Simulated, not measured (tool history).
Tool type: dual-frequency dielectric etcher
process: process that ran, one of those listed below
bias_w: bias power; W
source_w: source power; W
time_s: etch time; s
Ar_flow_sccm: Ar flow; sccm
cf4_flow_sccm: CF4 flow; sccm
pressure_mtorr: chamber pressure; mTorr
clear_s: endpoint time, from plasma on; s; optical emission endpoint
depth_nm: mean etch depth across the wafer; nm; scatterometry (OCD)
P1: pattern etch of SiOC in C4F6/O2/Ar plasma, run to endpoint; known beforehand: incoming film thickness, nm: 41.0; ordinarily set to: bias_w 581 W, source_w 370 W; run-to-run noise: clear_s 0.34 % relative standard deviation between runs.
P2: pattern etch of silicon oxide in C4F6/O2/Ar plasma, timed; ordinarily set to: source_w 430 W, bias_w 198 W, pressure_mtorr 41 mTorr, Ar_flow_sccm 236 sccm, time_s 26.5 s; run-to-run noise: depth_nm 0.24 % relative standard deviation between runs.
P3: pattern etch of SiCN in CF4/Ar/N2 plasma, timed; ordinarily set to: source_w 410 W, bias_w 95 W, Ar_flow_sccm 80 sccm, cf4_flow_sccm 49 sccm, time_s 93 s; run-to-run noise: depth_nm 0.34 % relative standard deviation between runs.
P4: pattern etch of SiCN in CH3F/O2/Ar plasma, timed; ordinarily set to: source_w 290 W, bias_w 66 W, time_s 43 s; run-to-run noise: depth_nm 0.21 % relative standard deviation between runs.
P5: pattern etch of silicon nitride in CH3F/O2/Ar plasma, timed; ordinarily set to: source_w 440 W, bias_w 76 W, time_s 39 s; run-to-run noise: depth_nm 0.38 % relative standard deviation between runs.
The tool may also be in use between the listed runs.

| run | day | process | bias_w | source_w | time_s | Ar_flow_sccm | cf4_flow_sccm | pressure_mtorr | hours since the last wet clean | hours since the last bias power generator calibration | hours since the last source power generator calibration | clear_s | depth_nm |
|---|---|---|---|---|---|---|---|---|---|---|---|---|---|
| 1 | 0.421 | P1 | 581 | 370 |  |  |  |  | 315.4 | 1959.1 | 1651 | 12.977 |  |
| 2 | 0.671 | P1 | 450 | 240 |  |  |  |  | 321.4 | 1965.1 | 1657 | 16.685 |  |
| 3 | 0.933 | P4 | 42 | 290 | 43 |  |  |  | 327.7 | 1971.4 | 1663.3 |  | 11.974 |
| 4 | 1.133 | P4 | 66 | 230 | 43 |  |  |  | 332.5 | 1976.2 | 1668.1 |  | 12.843 |
| 5 | 1.479 | P1 | 581 | 370 |  |  |  |  | 340.8 | 1984.5 | 1676.4 | 12.966 |  |
| 6 | 1.829 | P5 | 76 | 440 | 39 |  |  |  | 349.2 | 1992.9 | 1684.8 |  | 29.427 |
| 7 | 2.138 | P3 | 122 | 410 | 93 | 80 | 49 |  | 356.6 | 2000.3 | 1692.2 |  | 89.361 |
| 8 | 2.412 | P3 | 95 | 410 | 93 | 80 | 49 |  | 363.2 | 2006.9 | 1698.8 |  | 80.696 |
| 9 | 2.642 | P2 | 198 | 430 | 26.5 | 236 |  | 28 | 368.7 | 2012.4 | 1704.3 |  | 89.842 |
| 10 | 2.992 | P5 | 76 | 560 | 39 |  |  |  | 377.1 | 2020.8 | 1712.7 |  | 32.099 |
| 11 | 3.179 | P1 | 452 | 300 |  |  |  |  | 381.6 | 2025.3 | 1717.2 | 15.376 |  |
| 12 | 3.592 | P2 | 198 | 430 | 26.5 | 236 |  | 41 | 391.5 | 2035.2 | 1727.1 |  | 86.11 |
| 13 | 3.933 | P3 | 95 | 410 | 93 | 80 | 34 |  | 399.7 | 2043.4 | 1735.3 |  | 76.863 |
| 14 | 4.317 | P2 | 198 | 430 | 26.5 | 236 |  | 41 | 408.9 | 2052.6 | 1744.5 |  | 86.089 |
| 15 | 4.625 | P1 | 581 | 370 |  |  |  |  | 416.3 | 2060 | 1751.9 | 13.073 |  |
| 16 | 4.825 | P2 | 263 | 430 | 26.5 | 236 |  | 41 | 421.1 | 2064.8 | 1756.7 |  | 94.373 |
| 17 | 5.033 | P1 | 737 | 370 |  |  |  |  | 426.1 | 2069.8 | 1761.7 | 11.883 |  |
| 18 | 5.462 | P3 | 95 | 410 | 68.5 | 80 | 49 |  | 436.4 | 2080.1 | 1772 |  | 59.603 |
| 19 | 5.796 | P1 | 373 | 370 |  |  |  |  | 444.4 | 2088.1 | 1780 | 15.335 |  |
| 20 | 6.083 | P2 | 198 | 430 | 26.5 | 148 |  | 41 | 451.3 | 2095 | 1786.9 |  | 90.777 |
| 21 | 6.358 | P3 | 95 | 410 | 93 | 59 | 49 |  | 457.9 | 2101.6 | 1793.5 |  | 84.1 |
| 22 | 6.567 | P2 | 198 | 430 | 14.5 | 236 |  | 41 | 462.9 | 2106.6 | 1798.5 |  | 47.224 |
| 23 | 6.779 | P5 | 76 | 440 | 39 |  |  |  | 468 | 2111.7 | 1803.6 |  | 29.278 |
| 24 | 7.183 | P5 | 76 | 440 | 47.5 |  |  |  | 477.7 | 2121.4 | 1813.3 |  | 35.846 |
| 25 | 7.438 | P1 | 581 | 440 |  |  |  |  | 483.8 | 2127.5 | 1819.4 | 12.187 |  |
| 26 | 7.638 | P4 | 66 | 290 | 43 |  |  |  | 488.6 | 2132.3 | 1824.2 |  | 13.997 |
| 27 | 8.05 | P5 | 58 | 440 | 39 |  |  |  | 498.5 | 2142.2 | 1834.1 |  | 26.976 |
| 28 | 8.35 | P1 | 581 | 300 |  |  |  |  | 505.7 | 2149.4 | 1841.3 | 14.008 |  |
| 29 | 8.758 | P4 | 66 | 290 | 64.5 |  |  |  | 515.5 | 2159.2 | 1851.1 |  | 20.941 |
| 30 | 9.075 | P1 | 723 | 280 |  |  |  |  | 523.1 | 2166.8 | 1858.7 | 13.227 |  |
| 31 | 9.346 | P2 | 198 | 320 | 26.5 | 236 |  | 41 | 529.6 | 2173.3 | 1865.2 |  | 76.795 |
| 32 | 9.575 | P1 | 581 | 370 |  |  |  |  | 535.1 | 2178.8 | 1870.7 | 13.049 |  |
| 33 | 9.979 | P3 | 95 | 540 | 93 | 80 | 49 |  | 544.8 | 2188.5 | 1880.4 |  | 103.23 |
| 34 | 10.204 | P1 | 581 | 370 |  |  |  |  | 550.2 | 2193.9 | 1885.8 | 13.023 |  |
| 35 | 10.458 | P1 | 581 | 370 |  |  |  |  | 556.3 | 2200 | 1891.9 | 13.026 |  |
| 36 | 10.796 | P1 | 581 | 370 |  |  |  |  | 564.4 | 2208.1 | 1900 | 12.997 |  |
| 37 | 11.125 | P1 | 581 | 370 |  |  |  |  | 572.3 | 2216 | 1907.9 | 13.039 |  |
| 38 | 11.525 | P1 | 581 | 370 |  |  |  |  | 581.9 | 2225.6 | 1917.5 | 13.154 |  |
| 39 | 11.808 | P1 | 581 | 370 |  |  |  |  | 588.7 | 2232.4 | 1924.3 | 13.162 |  |
| 40 | 12.083 | P1 | 581 | 370 |  |  |  |  | 595.3 | 2239 | 1930.9 | 13.28 |  |
|  | 12.204 | wet clean of the chamber |
| 41 | 12.483 | P1 | 581 | 370 |  |  |  |  | 6.8 | 2248.6 | 1940.5 | 13.187 |  |
| 42 | 12.717 | P1 | 581 | 370 |  |  |  |  | 12.4 | 2254.2 | 1946.1 | 13.203 |  |

What P1 gives has crept off from where it sat before. The 2 causes that follow fit the log equally well, each at the size noted:
A: bias power that arrives under what is set, % = 4.41
B: source power that arrives under what is set, % = 4.59
The creep began at about day 10.796.
Excluded causes, each with its reason:
chamber walls in a state that lowers the etch rate, %: its service at day 12.204 followed the start of the drift and did not put the process back to its old value

Question marks stand in for the results of the 4 check runs listed below, each run on one wafer. Under which run would the listed causes show clearly different results?
| check 1 | 12.95 | P3 | 95 | 410 | 93 | 80 | 49 |  |  |  |  |  | ? |
| check 2 | 12.95 | P5 | 76 | 440 | 39 |  |  |  |  |  |  |  | ? |
| check 3 | 12.95 | P2 | 198 | 430 | 26.5 | 236 |  | 41 |  |  |  |  | ? |
| check 4 | 12.95 | P4 | 66 | 290 | 43 |  |  |  |  |  |  |  | ? |

Predicted outcomes, by check and by cause:
| check | result | if A | if B |
|---|---|---|---|
| check 1 | depth_nm | 79.706 | 77.816 |
| check 2 | depth_nm | 28.939 | 28.872 |
| check 3 | depth_nm | 84.913 | 84.589 |
| check 4 | depth_nm | 13.752 | 13.729 |
Minimum pairwise separation of causes per check, each pair taken at its best-separating result: check 1 2.4 %; check 2 0.23 %; check 3 0.38 %; check 4 0.17 %
Only in check 1 would the causes give clearly different results; in the remaining checks their results would be nearly the same.

The results of check 1 are: depth_nm 77.703 nm. Based on these, which of the listed causes is it?

B is the cause: source power that arrives under what is set, %.
